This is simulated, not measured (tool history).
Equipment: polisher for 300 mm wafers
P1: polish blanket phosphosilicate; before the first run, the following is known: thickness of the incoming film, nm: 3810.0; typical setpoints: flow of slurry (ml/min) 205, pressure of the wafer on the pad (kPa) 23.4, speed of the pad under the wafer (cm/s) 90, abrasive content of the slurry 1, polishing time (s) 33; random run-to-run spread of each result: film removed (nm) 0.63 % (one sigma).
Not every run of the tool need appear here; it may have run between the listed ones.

run,hour,flow of slurry (ml/min),pressure of the wafer on the pad (kPa),speed of the pad under the wafer (cm/s),abrasive content of the slurry,polishing time (s),wafers polished on this pad,hours since the slurry nozzle was cleaned,hours since the head pressure was calibrated,hours since the slurry blender was calibrated,hours since the conditioning disc was replaced,film removed (nm)
1,8.9,205,23.4,90,1,33,504,171.6,270.3,86.5,233.6,329.57
2,22.8,205,23.4,40,1,33,601,185.5,284.2,100.4,247.5,171.49
3,32.5,155,23.4,90,1,43,669,195.2,293.9,110.1,257.2,409.06
# hour 41.5: slurry blender recalibrated
4,48.3,205,23.4,90,1,46,779,211,309.7,6.8,273,461.1
5,60.5,205,33.1,90,1,33,864,223.2,321.9,19,285.2,468.15
6,70.3,205,10.3,90,1,33,933,233,331.7,28.8,295,148.1
7,81,205,23.4,90,1,33,1008,243.7,342.4,39.5,305.7,332.16
8,93.4,205,23.4,90,1,33,1094,256.1,354.8,51.9,318.1,330.18
9,110.7,205,23.4,90,1.35,33,1215,273.4,372.1,69.2,335.4,379.18
10,121.6,205,23.4,90,0.7,33,1292,284.3,383,80.1,346.3,280.38
11,130.4,205,23.4,142,1,33,1353,293.1,391.8,88.9,355.1,482.81
12,146.2,205,23.4,90,1,33,1464,308.9,407.6,104.7,370.9,328.57
13,155,205,23.4,90,1,33,1525,317.7,416.4,113.5,379.7,332.11
14,173.5,125,23.4,90,1,33,1654,336.2,434.9,132,398.2,301.19
15,185.5,205,23.4,52,1.35,33,1738,348.2,446.9,144,410.2,242.25
16,200.4,205,23.4,90,1,33,1843,363.1,461.8,158.9,425.1,331.06
17,219.3,295,23.4,90,1,33,1975,382,480.7,177.8,444,343.77
18,230.7,205,23.4,90,1,20,2054,393.4,492.1,189.2,455.4,201.03
19,249,205,23.4,90,1,33,2182,411.7,510.4,207.5,473.7,328.59

For run 20, what comes out?
20,259,205,23.4,90,1,33,2252,421.7,520.4,217.5,483.7,?

Run 20 came out at film removed (nm) 328.34.
